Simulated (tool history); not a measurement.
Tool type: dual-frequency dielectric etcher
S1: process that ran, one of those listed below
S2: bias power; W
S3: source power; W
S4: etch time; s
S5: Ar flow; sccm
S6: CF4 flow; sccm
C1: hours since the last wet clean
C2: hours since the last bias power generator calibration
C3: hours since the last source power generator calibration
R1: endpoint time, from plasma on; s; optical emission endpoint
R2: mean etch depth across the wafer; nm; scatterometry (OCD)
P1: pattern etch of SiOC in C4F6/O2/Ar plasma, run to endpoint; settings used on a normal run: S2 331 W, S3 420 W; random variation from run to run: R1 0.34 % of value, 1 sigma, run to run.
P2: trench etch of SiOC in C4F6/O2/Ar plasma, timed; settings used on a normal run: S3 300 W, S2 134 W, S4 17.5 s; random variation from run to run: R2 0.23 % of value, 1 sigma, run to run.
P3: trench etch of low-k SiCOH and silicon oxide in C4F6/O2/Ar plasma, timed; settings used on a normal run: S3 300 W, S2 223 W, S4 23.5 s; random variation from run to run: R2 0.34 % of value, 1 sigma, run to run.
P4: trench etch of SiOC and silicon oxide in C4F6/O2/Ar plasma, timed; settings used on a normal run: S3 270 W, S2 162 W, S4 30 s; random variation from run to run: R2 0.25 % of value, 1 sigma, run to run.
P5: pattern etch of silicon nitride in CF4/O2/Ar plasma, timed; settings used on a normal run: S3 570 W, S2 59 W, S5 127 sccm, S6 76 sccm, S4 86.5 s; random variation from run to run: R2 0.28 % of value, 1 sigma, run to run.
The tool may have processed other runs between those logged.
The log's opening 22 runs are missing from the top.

run,hour,S1,S2,S3,S4,S5,S6,C1,C2,C3,R1,R2
23,314.5,P5,35,570,86.5,127,76,608.5,1850.5,1600.7,,150.81
24,323.5,P1,457,510,,,,617.5,1859.5,1609.7,13.724,
25,337.8,P1,448,420,,,,631.8,1873.8,1624,14.787,
26,347.4,P3,144,300,23.5,,,641.4,1883.4,1633.6,,60.609
27,365.8,P4,162,270,30,,,659.8,1901.8,1652,,48.536
28,380.4,P4,162,370,30,,,674.4,1916.4,1666.6,,54.498
29,393.1,P3,223,300,23.5,,,687.1,1929.1,1679.3,,69.729
30,402.4,P1,331,510,,,,696.4,1938.4,1688.6,15.391,
31,420.4,P5,59,570,86.5,127,45,714.4,1956.4,1706.6,,171.65
32,438.1,P1,331,420,,,,732.1,1974.1,1724.3,16.596,
33,455.8,P1,331,420,,,,749.8,1991.8,1742,16.771,

Run 34 is up next; what results do you expect?
34,472.7,P1,331,420,,,,766.7,2008.7,1758.9,?,

R1: 16.743 s
